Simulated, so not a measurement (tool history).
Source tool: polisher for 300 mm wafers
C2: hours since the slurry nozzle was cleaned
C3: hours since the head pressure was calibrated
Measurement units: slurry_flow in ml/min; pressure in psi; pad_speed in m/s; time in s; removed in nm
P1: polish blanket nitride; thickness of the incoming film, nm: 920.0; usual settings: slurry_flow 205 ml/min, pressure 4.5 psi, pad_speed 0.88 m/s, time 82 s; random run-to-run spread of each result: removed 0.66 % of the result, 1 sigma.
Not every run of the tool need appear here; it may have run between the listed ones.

run 1 hour=6 | slurry_flow=205 pressure=4.5 pad_speed=0.88 time=82 | wafers_polished_on_this_pad=280 C2=225.8 C3=562.3 | removed=164.63
run 2 hour=11.4 | slurry_flow=205 pressure=4.5 pad_speed=0.88 time=82 | wafers_polished_on_this_pad=347 C2=231.2 C3=567.7 | removed=164.54
run 3 hour=20.9 | slurry_flow=125 pressure=4.5 pad_speed=0.88 time=102 | wafers_polished_on_this_pad=464 C2=240.7 C3=577.2 | removed=187.94
run 4 hour=28.4 | slurry_flow=310 pressure=4.5 pad_speed=0.88 time=82 | wafers_polished_on_this_pad=557 C2=248.2 C3=584.7 | removed=172.82
run 5 hour=38.5 | slurry_flow=205 pressure=2.9 pad_speed=0.88 time=82 | wafers_polished_on_this_pad=682 C2=258.3 C3=594.8 | removed=105.21
run 6 hour=45.3 | slurry_flow=205 pressure=4.5 pad_speed=0.88 time=82 | wafers_polished_on_this_pad=765 C2=265.1 C3=601.6 | removed=164.43
run 7 hour=54.4 | slurry_flow=205 pressure=4.5 pad_speed=1.18 time=55 | wafers_polished_on_this_pad=878 C2=274.2 C3=610.7 | removed=138.04
run 8 hour=61.4 | slurry_flow=205 pressure=4.5 pad_speed=0.64 time=82 | wafers_polished_on_this_pad=964 C2=281.2 C3=617.7 | removed=127.17
run 9 hour=68.4 | slurry_flow=125 pressure=4.5 pad_speed=0.88 time=82 | wafers_polished_on_this_pad=1051 C2=288.2 C3=624.7 | removed=151.53
run 10 hour=74 | slurry_flow=205 pressure=4.5 pad_speed=1.36 time=82 | wafers_polished_on_this_pad=1120 C2=293.8 C3=630.3 | removed=233.25
run 11 hour=80.3 | slurry_flow=205 pressure=4.5 pad_speed=0.88 time=117 | wafers_polished_on_this_pad=1197 C2=300.1 C3=636.6 | removed=238.14
run 12 hour=89.3 | slurry_flow=205 pressure=4.5 pad_speed=0.88 time=82 | wafers_polished_on_this_pad=1308 C2=309.1 C3=645.6 | removed=162.65
run 13 hour=94.2 | slurry_flow=205 pressure=6.8 pad_speed=0.88 time=82 | wafers_polished_on_this_pad=1369 C2=314 C3=650.5 | removed=247.22

Run 14, settings as shown, results not yet in. Your forecast:
run 14 hour=104.4 | slurry_flow=205 pressure=4.5 pad_speed=0.88 time=47 | wafers_polished_on_this_pad=1495 C2=324.2 C3=660.7 | removed=?

{"run 14": {"removed": 95.634}}
